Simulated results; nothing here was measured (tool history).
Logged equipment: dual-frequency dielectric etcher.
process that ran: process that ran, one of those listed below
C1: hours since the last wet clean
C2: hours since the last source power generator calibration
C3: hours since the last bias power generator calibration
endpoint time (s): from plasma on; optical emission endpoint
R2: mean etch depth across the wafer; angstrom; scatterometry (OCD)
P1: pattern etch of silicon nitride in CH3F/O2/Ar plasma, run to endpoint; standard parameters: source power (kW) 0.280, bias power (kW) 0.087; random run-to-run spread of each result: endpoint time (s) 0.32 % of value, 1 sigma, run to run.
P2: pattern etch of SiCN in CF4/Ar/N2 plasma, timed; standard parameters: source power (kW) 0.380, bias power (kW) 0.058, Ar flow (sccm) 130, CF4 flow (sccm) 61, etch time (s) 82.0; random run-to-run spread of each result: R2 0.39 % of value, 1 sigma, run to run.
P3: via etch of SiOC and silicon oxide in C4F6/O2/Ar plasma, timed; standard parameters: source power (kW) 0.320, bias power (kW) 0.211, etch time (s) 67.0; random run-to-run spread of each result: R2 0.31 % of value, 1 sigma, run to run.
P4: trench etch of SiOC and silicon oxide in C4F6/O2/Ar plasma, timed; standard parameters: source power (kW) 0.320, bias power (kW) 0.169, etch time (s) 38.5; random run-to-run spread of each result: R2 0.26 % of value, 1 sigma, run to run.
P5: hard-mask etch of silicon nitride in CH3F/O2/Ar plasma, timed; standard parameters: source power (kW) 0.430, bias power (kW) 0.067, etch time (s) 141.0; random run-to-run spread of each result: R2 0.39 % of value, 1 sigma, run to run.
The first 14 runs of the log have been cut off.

Run 15, hour 190.3: process that ran P2, source power (kW) 0.380, bias power (kW) 0.058, etch time (s) 82.0, Ar flow (sccm) 130, CF4 flow (sccm) 50; C1 488.0; C2 2719.0; C3 807.5. Result: R2 510.03 angstrom.
Run 16, hour 201.5: process that ran P1, source power (kW) 0.280, bias power (kW) 0.061; C1 499.2; C2 2730.2; C3 818.7. Result: endpoint time (s) 51.348.
Run 17, hour 219.3: process that ran P2, source power (kW) 0.380, bias power (kW) 0.058, etch time (s) 105.0, Ar flow (sccm) 130, CF4 flow (sccm) 61; C1 517.0; C2 2748.0; C3 836.5. Result: R2 674.91 angstrom.
Run 18, hour 228.6: process that ran P3, source power (kW) 0.320, bias power (kW) 0.211, etch time (s) 67.0; C1 526.3; C2 2757.3; C3 845.8. Result: R2 743.92 angstrom.
Run 19, hour 239.2: process that ran P2, source power (kW) 0.380, bias power (kW) 0.036, etch time (s) 82.0, Ar flow (sccm) 130, CF4 flow (sccm) 61; C1 536.9; C2 2767.9; C3 856.4. Result: R2 448.24 angstrom.
Run 20, hour 247.6: process that ran P5, source power (kW) 0.290, bias power (kW) 0.067, etch time (s) 141.0; C1 545.3; C2 2776.3; C3 864.8. Result: R2 845.83 angstrom.
Run 21, hour 265.1: process that ran P1, source power (kW) 0.170, bias power (kW) 0.087; C1 562.8; C2 2793.8; C3 882.3. Result: endpoint time (s) 54.535.
Run 22, hour 274.3: process that ran P1, source power (kW) 0.390, bias power (kW) 0.122; C1 572.0; C2 2803.0; C3 891.5. Result: endpoint time (s) 35.352.
Run 23, hour 292.0: process that ran P2, source power (kW) 0.380, bias power (kW) 0.058, etch time (s) 82.0, Ar flow (sccm) 130, CF4 flow (sccm) 61; C1 589.7; C2 2820.7; C3 909.2. Result: R2 527.12 angstrom.
Run 24, hour 306.8: process that ran P5, source power (kW) 0.430, bias power (kW) 0.067, etch time (s) 190.5; C1 604.5; C2 2835.5; C3 924.0. Result: R2 1332.60 angstrom.
Run 25, hour 322.8: process that ran P1, source power (kW) 0.280, bias power (kW) 0.087; C1 620.5; C2 2851.5; C3 940.0. Result: endpoint time (s) 45.432.
Run 26, hour 335.8: process that ran P4, source power (kW) 0.320, bias power (kW) 0.169, etch time (s) 53.0; C1 633.5; C2 2864.5; C3 953.0. Result: R2 898.65 angstrom.
Run 27, hour 352.3: process that ran P3, source power (kW) 0.390, bias power (kW) 0.211, etch time (s) 67.0; C1 650.0; C2 2881.0; C3 969.5. Result: R2 802.47 angstrom.
Run 28, hour 369.0: process that ran P4, source power (kW) 0.240, bias power (kW) 0.169, etch time (s) 38.5; C1 666.7; C2 2897.7; C3 986.2. Result: R2 583.25 angstrom.
Run 29, hour 385.2: process that ran P5, source power (kW) 0.430, bias power (kW) 0.043, etch time (s) 141.0; C1 682.9; C2 2913.9; C3 1002.4. Result: R2 856.33 angstrom.
Run 30, hour 395.2: process that ran P2, source power (kW) 0.380, bias power (kW) 0.058, etch time (s) 82.0, Ar flow (sccm) 130, CF4 flow (sccm) 61; C1 692.9; C2 2923.9; C3 1012.4. Result: R2 526.32 angstrom.

Forecast run 31:
Run 31, hour 410.9: process that ran P5, source power (kW) 0.430, bias power (kW) 0.067, etch time (s) 141.0; C1 708.6; C2 2939.6; C3 1028.1. Result: R2 ?.

{"run 31": {"R2": 985.57}}
